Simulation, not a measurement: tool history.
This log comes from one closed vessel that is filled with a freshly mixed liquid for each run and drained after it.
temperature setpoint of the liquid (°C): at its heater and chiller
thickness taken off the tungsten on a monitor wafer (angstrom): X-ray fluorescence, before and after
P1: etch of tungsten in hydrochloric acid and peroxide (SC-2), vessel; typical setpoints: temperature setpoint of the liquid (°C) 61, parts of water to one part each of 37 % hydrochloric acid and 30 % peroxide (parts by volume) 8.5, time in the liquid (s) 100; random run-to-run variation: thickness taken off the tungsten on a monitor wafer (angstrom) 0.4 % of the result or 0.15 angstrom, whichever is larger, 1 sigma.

| run | hour | temperature setpoint of the liquid (°C) | parts of water to one part each of 37 % hydrochloric acid and 30 % peroxide (parts by volume) | time in the liquid (s) | thickness taken off the tungsten on a monitor wafer (angstrom) |
|---|---|---|---|---|---|
| 1 | 6.6 | 61 | 8.5 | 100 | 325.27 |
| 2 | 12.6 | 61 | 8.5 | 100 | 323.72 |
| 3 | 16.4 | 52.5 | 4 | 100 | 332.64 |
| 4 | 24 | 72 | 8.5 | 100 | 636.48 |
| 5 | 31.3 | 44.5 | 8.5 | 100 | 110.94 |
| 6 | 35.8 | 61 | 8.5 | 100 | 326.53 |
| 7 | 42.7 | 61 | 8.5 | 30 | 97.754 |
| 8 | 47.7 | 61 | 4 | 100 | 572.29 |
| 9 | 54.5 | 61 | 8.5 | 100 | 327.49 |
|  | 57.6 | chemicals flow meter replaced |
| 10 | 61 | 61 | 8.5 | 100 | 328.52 |
| 11 | 68.4 | 61 | 14.5 | 100 | 208.26 |
| 12 | 74.7 | 61 | 8.5 | 190 | 623.97 |
| 13 | 80.6 | 61 | 8.5 | 100 | 325.09 |
| 14 | 86.7 | 61 | 8.5 | 100 | 315.87 |

Estimate the outcome of run 15 from the log above:
| 15 | 94.3 | 61 | 8.5 | 100 | ? |

{"run 15": {"thickness taken off the tungsten on a monitor wafer (angstrom)": 306.92}}

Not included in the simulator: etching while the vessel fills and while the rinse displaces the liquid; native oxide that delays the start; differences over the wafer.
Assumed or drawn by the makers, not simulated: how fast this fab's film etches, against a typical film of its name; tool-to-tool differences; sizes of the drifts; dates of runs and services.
